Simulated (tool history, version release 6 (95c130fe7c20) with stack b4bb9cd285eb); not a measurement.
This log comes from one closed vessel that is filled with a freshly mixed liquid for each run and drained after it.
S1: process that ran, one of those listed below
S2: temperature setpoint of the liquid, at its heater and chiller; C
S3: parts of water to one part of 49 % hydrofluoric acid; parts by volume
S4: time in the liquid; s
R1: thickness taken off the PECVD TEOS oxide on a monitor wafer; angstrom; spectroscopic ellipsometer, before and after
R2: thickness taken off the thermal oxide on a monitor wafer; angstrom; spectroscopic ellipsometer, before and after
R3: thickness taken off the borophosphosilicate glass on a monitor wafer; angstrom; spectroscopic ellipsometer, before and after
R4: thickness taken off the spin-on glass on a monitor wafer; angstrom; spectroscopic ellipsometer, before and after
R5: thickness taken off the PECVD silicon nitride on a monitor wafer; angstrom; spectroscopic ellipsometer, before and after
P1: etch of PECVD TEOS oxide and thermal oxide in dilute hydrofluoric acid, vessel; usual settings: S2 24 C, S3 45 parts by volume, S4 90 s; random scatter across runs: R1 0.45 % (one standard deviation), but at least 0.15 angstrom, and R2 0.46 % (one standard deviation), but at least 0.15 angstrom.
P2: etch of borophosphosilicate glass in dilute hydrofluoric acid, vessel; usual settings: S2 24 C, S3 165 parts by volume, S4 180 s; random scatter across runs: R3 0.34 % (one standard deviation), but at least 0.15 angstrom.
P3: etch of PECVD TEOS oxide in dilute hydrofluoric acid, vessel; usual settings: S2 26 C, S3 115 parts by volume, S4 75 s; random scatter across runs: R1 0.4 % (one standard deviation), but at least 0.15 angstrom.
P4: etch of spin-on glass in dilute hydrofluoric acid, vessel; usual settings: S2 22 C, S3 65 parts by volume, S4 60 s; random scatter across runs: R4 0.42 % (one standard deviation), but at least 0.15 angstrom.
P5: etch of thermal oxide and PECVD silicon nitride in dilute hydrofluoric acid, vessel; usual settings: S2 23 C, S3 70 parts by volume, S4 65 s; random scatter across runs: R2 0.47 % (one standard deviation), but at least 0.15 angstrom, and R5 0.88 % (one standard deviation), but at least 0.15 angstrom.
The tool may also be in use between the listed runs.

{"run": 1, "day": 0.242, "S1": "P1", "S2": 24, "S3": 45, "S4": 90, "R1": 248.63, "R2": 98.453}
{"run": 2, "day": 0.571, "S1": "P1", "S2": 31, "S3": 45, "S4": 155, "R1": 567.25, "R2": 223.06}
{"run": 3, "day": 0.767, "S1": "P2", "S2": 24, "S3": 35, "S4": 180, "R3": 1823.7}
{"run": 4, "day": 1.075, "S1": "P2", "S2": 24, "S3": 165, "S4": 360, "R3": 663.63}
{"run": 5, "day": 1.412, "S1": "P1", "S2": 24, "S3": 45, "S4": 90, "R1": 247.12, "R2": 97.67}
{"run": 6, "day": 1.754, "S1": "P1", "S2": 24, "S3": 45, "S4": 90, "R1": 245.76, "R2": 97.552}
{"run": 7, "day": 1.942, "S1": "P1", "S2": 24, "S3": 45, "S4": 30, "R1": 82.512, "R2": 32.263}
{"run": 8, "day": 2.238, "S1": "P4", "S2": 22, "S3": 35, "S4": 60, "R4": 484.51}
{"run": 9, "day": 2.4, "S1": "P1", "S2": 24, "S3": 25, "S4": 90, "R1": 458.83, "R2": 181.11}
{"run": 10, "day": 2.592, "S1": "P1", "S2": 24, "S3": 45, "S4": 90, "R1": 246.65, "R2": 97.273}
{"run": 11, "day": 2.825, "S1": "P1", "S2": 29, "S3": 45, "S4": 90, "R1": 301.96, "R2": 119.6}
{"run": 12, "day": 3.104, "S1": "P5", "S2": 17, "S3": 70, "S4": 65, "R2": 36.797, "R5": 16.028}
{"run": 13, "day": 3.358, "S1": "P5", "S2": 23, "S3": 70, "S4": 65, "R2": 47.45, "R5": 24.943}
{"run": 14, "day": 3.604, "S1": "P3", "S2": 26, "S3": 35, "S4": 75, "R1": 272.25}
{"day": 3.692, "done": "thermometer replaced"}
{"run": 15, "day": 3.9, "S1": "P5", "S2": 23, "S3": 110, "S4": 65, "R2": 28.922, "R5": 15.761}
{"run": 16, "day": 4.221, "S1": "P2", "S2": 24, "S3": 165, "S4": 180, "R3": 332.06}
{"run": 17, "day": 4.558, "S1": "P4", "S2": 22, "S3": 65, "S4": 60, "R4": 252.39}
{"run": 18, "day": 4.738, "S1": "P1", "S2": 24, "S3": 70, "S4": 90, "R1": 152.94, "R2": 60.473}
{"run": 19, "day": 5.046, "S1": "P5", "S2": 23, "S3": 70, "S4": 30, "R2": 21.653, "R5": 11.418}
{"run": 20, "day": 5.271, "S1": "P3", "S2": 26, "S3": 115, "S4": 75, "R1": 74.1}
{"run": 21, "day": 5.579, "S1": "P3", "S2": 21.5, "S3": 115, "S4": 75, "R1": 62.072}
{"run": 22, "day": 5.796, "S1": "P4", "S2": 22, "S3": 65, "S4": 30, "R4": 125.56}
{"run": 23, "day": 6.092, "S1": "P3", "S2": 26, "S3": 115, "S4": 30, "R1": 29.79}
{"run": 24, "day": 6.433, "S1": "P1", "S2": 32, "S3": 45, "S4": 30, "R1": 113.29, "R2": 44.954}
{"run": 25, "day": 6.7, "S1": "P2", "S2": 19, "S3": 165, "S4": 180, "R3": 272}
{"run": 26, "day": 6.854, "S1": "P2", "S2": 24, "S3": 165, "S4": 180, "R3": 330.46}
{"run": 27, "day": 7.017, "S1": "P1", "S2": 20, "S3": 45, "S4": 45, "R1": 104.58, "R2": 41.07}
{"run": 28, "day": 7.333, "S1": "P1", "S2": 24, "S3": 45, "S4": 155, "R1": 426.2, "R2": 169.12}
{"run": 29, "day": 7.533, "S1": "P1", "S2": 17, "S3": 45, "S4": 90, "R1": 184.37, "R2": 72.134}
{"run": 30, "day": 7.75, "S1": "P4", "S2": 29.5, "S3": 65, "S4": 60, "R4": 340.95}
{"run": 31, "day": 7.992, "S1": "P1", "S2": 24, "S3": 45, "S4": 90, "R1": 247.48, "R2": 97.405}
{"run": 32, "day": 8.267, "S1": "P1", "S2": 24, "S3": 45, "S4": 90, "R1": 237.1, "R2": 93.888}

Forecast run 33:
{"run": 33, "day": 8.496, "S1": "P1", "S2": 24, "S3": 45, "S4": 90, "R1": "?", "R2": "?"}

{"run 33": {"R1": 231.11, "R2": 91.616}}
